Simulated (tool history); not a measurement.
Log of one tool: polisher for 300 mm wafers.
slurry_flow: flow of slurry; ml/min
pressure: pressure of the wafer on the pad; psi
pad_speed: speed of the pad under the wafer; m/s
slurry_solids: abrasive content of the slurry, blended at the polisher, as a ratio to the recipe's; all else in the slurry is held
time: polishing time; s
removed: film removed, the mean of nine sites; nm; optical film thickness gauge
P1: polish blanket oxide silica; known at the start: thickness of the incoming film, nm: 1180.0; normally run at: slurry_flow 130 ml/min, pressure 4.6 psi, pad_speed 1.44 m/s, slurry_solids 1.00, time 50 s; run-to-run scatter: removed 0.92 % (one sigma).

run	day	slurry_flow	pressure	pad_speed	slurry_solids	time	wafers polished on this pad	hours since the slurry nozzle was cleaned	hours since the head pressure was calibrated	hours since the slurry blender was calibrated	hours since the conditioning disc was replaced	removed
1	0.092	130	4.6	1.44	1.00	50	448	84.4	339.2	155.3	405.6	248.33
2	0.196	205	4.6	1.44	1.00	50	482	86.9	341.7	157.8	408.1	263.71
3	0.317	130	4.6	1.44	0.55	50	522	89.8	344.6	160.7	411.0	181.72
# day 0.417: conditioning disc replaced and pad reconditioned
4	0.479	130	4.6	1.44	1.00	50	576	93.7	348.5	164.6	1.6	245.08
5	0.575	130	4.6	1.44	1.45	50	607	96.0	350.8	166.9	3.9	287.31
6	0.704	130	4.6	2.28	1.00	50	650	99.1	353.9	170.0	7.0	357.78
7	0.833	130	4.6	1.44	1.00	50	693	102.2	357.0	173.1	10.1	243.66
8	0.971	130	7.0	1.44	1.00	69	738	105.5	360.3	176.4	13.4	515.69
9	1.079	130	7.2	1.44	1.00	50	774	108.1	362.9	179.0	16.0	384.40
10	1.204	130	4.6	1.44	1.00	33	815	111.1	365.9	182.0	19.0	165.24
11	1.367	130	4.6	0.92	1.00	50	869	115.0	369.8	185.9	22.9	175.41
12	1.550	130	2.1	1.44	1.00	50	930	119.4	374.2	190.3	27.3	112.94
13	1.712	80	4.6	1.44	1.00	50	983	123.3	378.1	194.2	31.2	219.98
14	1.883	130	5.8	1.44	0.60	50	1040	127.4	382.2	198.3	35.3	242.57
15	2.075	85	4.6	0.68	1.00	50	1103	132.0	386.8	202.9	39.9	123.92
16	2.262	130	4.6	1.44	1.00	50	1165	136.5	391.3	207.4	44.4	246.15
17	2.388	130	4.6	1.44	1.00	50	1207	139.5	394.3	210.4	47.4	250.13
18	2.558	130	4.6	1.44	1.00	50	1263	143.6	398.4	214.5	51.5	244.13
19	2.746	130	4.6	1.44	1.00	77	1325	148.1	402.9	219.0	56.0	377.99
20	2.896	130	4.6	1.44	1.00	50	1375	151.7	406.5	222.6	59.6	251.08
21	2.983	130	4.6	1.44	1.00	50	1404	153.8	408.6	224.7	61.7	243.08
22	3.129	130	4.6	1.44	1.00	50	1452	157.3	412.1	228.2	65.2	237.74
23	3.271	130	4.6	1.44	1.00	50	1499	160.7	415.5	231.6	68.6	233.16
24	3.388	130	4.6	1.44	1.00	50	1537	163.5	418.3	234.4	71.4	225.13
# day 3.479: worn pad replaced by a new one
25	3.492	130	4.6	1.44	1.00	50	5	166.0	420.8	236.9	73.9	226.01
26	3.583	130	4.6	1.44	1.00	50	35	168.2	423.0	239.1	76.1	221.83

Forecast run 27:
27	3.754	130	4.6	1.44	1.00	50	91	172.3	427.1	243.2	80.2	?

Run 27 gave removed 222.00 nm.
